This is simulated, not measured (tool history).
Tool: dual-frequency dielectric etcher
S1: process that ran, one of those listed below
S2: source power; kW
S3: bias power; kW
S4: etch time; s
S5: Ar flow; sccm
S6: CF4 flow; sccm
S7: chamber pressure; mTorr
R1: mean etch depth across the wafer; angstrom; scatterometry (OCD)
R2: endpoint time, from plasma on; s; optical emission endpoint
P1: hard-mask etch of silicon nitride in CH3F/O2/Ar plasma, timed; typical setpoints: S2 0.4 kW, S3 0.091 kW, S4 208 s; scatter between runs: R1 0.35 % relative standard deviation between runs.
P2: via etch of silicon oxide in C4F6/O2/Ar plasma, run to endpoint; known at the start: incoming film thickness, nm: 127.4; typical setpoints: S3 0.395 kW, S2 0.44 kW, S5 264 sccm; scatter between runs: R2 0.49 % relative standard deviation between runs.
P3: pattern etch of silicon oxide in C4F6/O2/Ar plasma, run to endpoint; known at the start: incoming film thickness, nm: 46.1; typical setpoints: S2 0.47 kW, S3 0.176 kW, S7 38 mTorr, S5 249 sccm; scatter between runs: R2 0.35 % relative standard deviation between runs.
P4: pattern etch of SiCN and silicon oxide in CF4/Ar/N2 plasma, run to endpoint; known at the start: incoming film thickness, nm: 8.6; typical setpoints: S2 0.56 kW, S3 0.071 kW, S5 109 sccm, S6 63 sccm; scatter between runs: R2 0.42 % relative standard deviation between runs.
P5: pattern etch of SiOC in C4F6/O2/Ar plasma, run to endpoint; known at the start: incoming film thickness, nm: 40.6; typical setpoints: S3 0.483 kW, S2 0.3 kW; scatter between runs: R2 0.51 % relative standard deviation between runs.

{"run": 1, "day": 0.121, "S1": "P1", "S2": 0.4, "S3": 0.091, "S4": 208, "R1": 1531}
{"run": 2, "day": 0.262, "S1": "P2", "S2": 0.44, "S3": 0.395, "S5": 264, "R2": 28.964}
{"run": 3, "day": 0.412, "S1": "P1", "S2": 0.49, "S3": 0.091, "S4": 208, "R1": 1649.3}
{"run": 4, "day": 0.529, "S1": "P4", "S2": 0.56, "S3": 0.092, "S5": 109, "S6": 63, "R2": 7.894}
{"run": 5, "day": 0.654, "S1": "P1", "S2": 0.4, "S3": 0.091, "S4": 265, "R1": 1949.8}
{"run": 6, "day": 0.808, "S1": "P1", "S2": 0.3, "S3": 0.107, "S4": 208, "R1": 1459.2}
{"run": 7, "day": 1.038, "S1": "P4", "S2": 0.56, "S3": 0.071, "S5": 109, "S6": 63, "R2": 8.6174}
{"run": 8, "day": 1.183, "S1": "P2", "S2": 0.44, "S3": 0.395, "S5": 264, "R2": 28.672}
{"run": 9, "day": 1.379, "S1": "P1", "S2": 0.4, "S3": 0.129, "S4": 208, "R1": 1735.7}
{"run": 10, "day": 1.504, "S1": "P2", "S2": 0.44, "S3": 0.557, "S5": 264, "R2": 25.355}
{"run": 11, "day": 1.712, "S1": "P3", "S2": 0.47, "S3": 0.176, "S5": 249, "S7": 38, "R2": 14.361}
{"day": 1.825, "done": "wet clean of the chamber"}
{"run": 12, "day": 1.888, "S1": "P1", "S2": 0.4, "S3": 0.091, "S4": 208, "R1": 1532.9}
{"run": 13, "day": 2.017, "S1": "P1", "S2": 0.4, "S3": 0.053, "S4": 208, "R1": 1271.3}
{"run": 14, "day": 2.179, "S1": "P2", "S2": 0.59, "S3": 0.395, "S5": 264, "R2": 25.617}
{"run": 15, "day": 2.383, "S1": "P4", "S2": 0.56, "S3": 0.071, "S5": 109, "S6": 63, "R2": 8.6339}
{"run": 16, "day": 2.617, "S1": "P3", "S2": 0.47, "S3": 0.176, "S5": 249, "S7": 46, "R2": 14.724}
{"run": 17, "day": 2.746, "S1": "P1", "S2": 0.29, "S3": 0.091, "S4": 208, "R1": 1365.3}
{"run": 18, "day": 2.912, "S1": "P1", "S2": 0.4, "S3": 0.091, "S4": 208, "R1": 1532.4}
{"run": 19, "day": 3.088, "S1": "P3", "S2": 0.47, "S3": 0.225, "S5": 249, "S7": 38, "R2": 13.286}
{"run": 20, "day": 3.262, "S1": "P5", "S2": 0.3, "S3": 0.285, "R2": 18.199}
{"run": 21, "day": 3.429, "S1": "P2", "S2": 0.44, "S3": 0.395, "S5": 342, "R2": 29.377}
{"run": 22, "day": 3.588, "S1": "P5", "S2": 0.3, "S3": 0.483, "R2": 15.201}
{"run": 23, "day": 3.717, "S1": "P3", "S2": 0.59, "S3": 0.176, "S5": 249, "S7": 38, "R2": 13.029}
{"run": 24, "day": 3.967, "S1": "P4", "S2": 0.71, "S3": 0.071, "S5": 109, "S6": 63, "R2": 6.9715}
{"run": 25, "day": 4.117, "S1": "P1", "S2": 0.4, "S3": 0.075, "S4": 300.5, "R1": 2074.4}
{"run": 26, "day": 4.379, "S1": "P4", "S2": 0.56, "S3": 0.071, "S5": 109, "S6": 44, "R2": 9.1342}
{"run": 27, "day": 4.546, "S1": "P3", "S2": 0.47, "S3": 0.176, "S5": 334, "S7": 38, "R2": 14.806}
{"run": 28, "day": 4.767, "S1": "P1", "S2": 0.4, "S3": 0.091, "S4": 208, "R1": 1536.5}
{"run": 29, "day": 4.95, "S1": "P1", "S2": 0.52, "S3": 0.091, "S4": 153.5, "R1": 1253.1}
{"run": 30, "day": 5.096, "S1": "P5", "S2": 0.3, "S3": 0.483, "R2": 15.263}
{"run": 31, "day": 5.346, "S1": "P1", "S2": 0.4, "S3": 0.091, "S4": 138.5, "R1": 1018}
{"run": 32, "day": 5.529, "S1": "P5", "S2": 0.21, "S3": 0.483, "R2": 17.225}
{"run": 33, "day": 5.75, "S1": "P4", "S2": 0.56, "S3": 0.071, "S5": 149, "S6": 63, "R2": 9.1174}
{"run": 34, "day": 5.875, "S1": "P1", "S2": 0.4, "S3": 0.091, "S4": 208, "R1": 1529.7}
{"run": 35, "day": 6.033, "S1": "P1", "S2": 0.4, "S3": 0.091, "S4": 208, "R1": 1532.1}
{"run": 36, "day": 6.192, "S1": "P1", "S2": 0.4, "S3": 0.091, "S4": 208, "R1": 1543.4}
{"run": 37, "day": 6.4, "S1": "P1", "S2": 0.4, "S3": 0.091, "S4": 208, "R1": 1542.2}
{"run": 38, "day": 6.575, "S1": "P1", "S2": 0.4, "S3": 0.091, "S4": 208, "R1": 1550.1}
{"run": 39, "day": 6.733, "S1": "P1", "S2": 0.4, "S3": 0.091, "S4": 208, "R1": 1552.8}
{"run": 40, "day": 6.967, "S1": "P1", "S2": 0.4, "S3": 0.091, "S4": 208, "R1": 1560.9}
{"run": 41, "day": 7.15, "S1": "P1", "S2": 0.4, "S3": 0.091, "S4": 208, "R1": 1557.9}
{"day": 7.221, "done": "wet clean of the chamber"}
{"run": 42, "day": 7.412, "S1": "P1", "S2": 0.4, "S3": 0.091, "S4": 208, "R1": 1561.1}
{"run": 43, "day": 7.575, "S1": "P1", "S2": 0.4, "S3": 0.091, "S4": 208, "R1": 1551.7}
{"run": 44, "day": 7.767, "S1": "P1", "S2": 0.4, "S3": 0.091, "S4": 208, "R1": 1560.1}

P1 has crept away from where it was. The log is fitted equally well by each of these 2 causes, at the sizes shown:
A: source power that arrives over what is set, % = 4.76
B: bias power that arrives over what is set, % = 4.92
Onset of the creep was near day 6.033.
Why every other cause is out:
chamber walls in a state that raises the etch rate, %: its service at day 7.221 followed the start of the drift and did not put the process back to its old value

The list below offers 4 check runs, each averaging the results of 2 wafers, and shows each result as a question mark. For which of them would the listed causes give clearly different results?
{"run": "check 1", "day": 7.958, "S1": "P3", "S2": 0.47, "S3": 0.209, "S5": 325, "S7": 38, "R2": "?"}
{"run": "check 2", "day": 7.958, "S1": "P4", "S2": 0.56, "S3": 0.071, "S5": 109, "S6": 44, "R2": "?"}
{"run": "check 3", "day": 7.958, "S1": "P5", "S2": 0.21, "S3": 0.297, "R2": "?"}
{"run": "check 4", "day": 7.958, "S1": "P2", "S2": 0.44, "S3": 0.55, "S5": 264, "R2": "?"}

What each check would give under each cause:
check=check_1 result=R2 if_A=13.718 if_B=13.752
check=check_2 result=R2 if_A=8.7937 if_B=8.9998
check=check_3 result=R2 if_A=20.331 if_B=20.335
check=check_4 result=R2 if_A=25.035 if_B=25.008
Smallest distance between any two causes, each pair judged by its most separating result, in per cent: check 1 0.25 %; check 2 2.32 %; check 3 0.02 %; check 4 0.11 %
Check 2 distinguishes between the causes, while the remaining checks would return nearly the same result for all of them.

With check 2 done, the readings were: R2 9.0098 s. Identify which of the listed causes applies.

It was cause B: bias power that arrives over what is set, %.
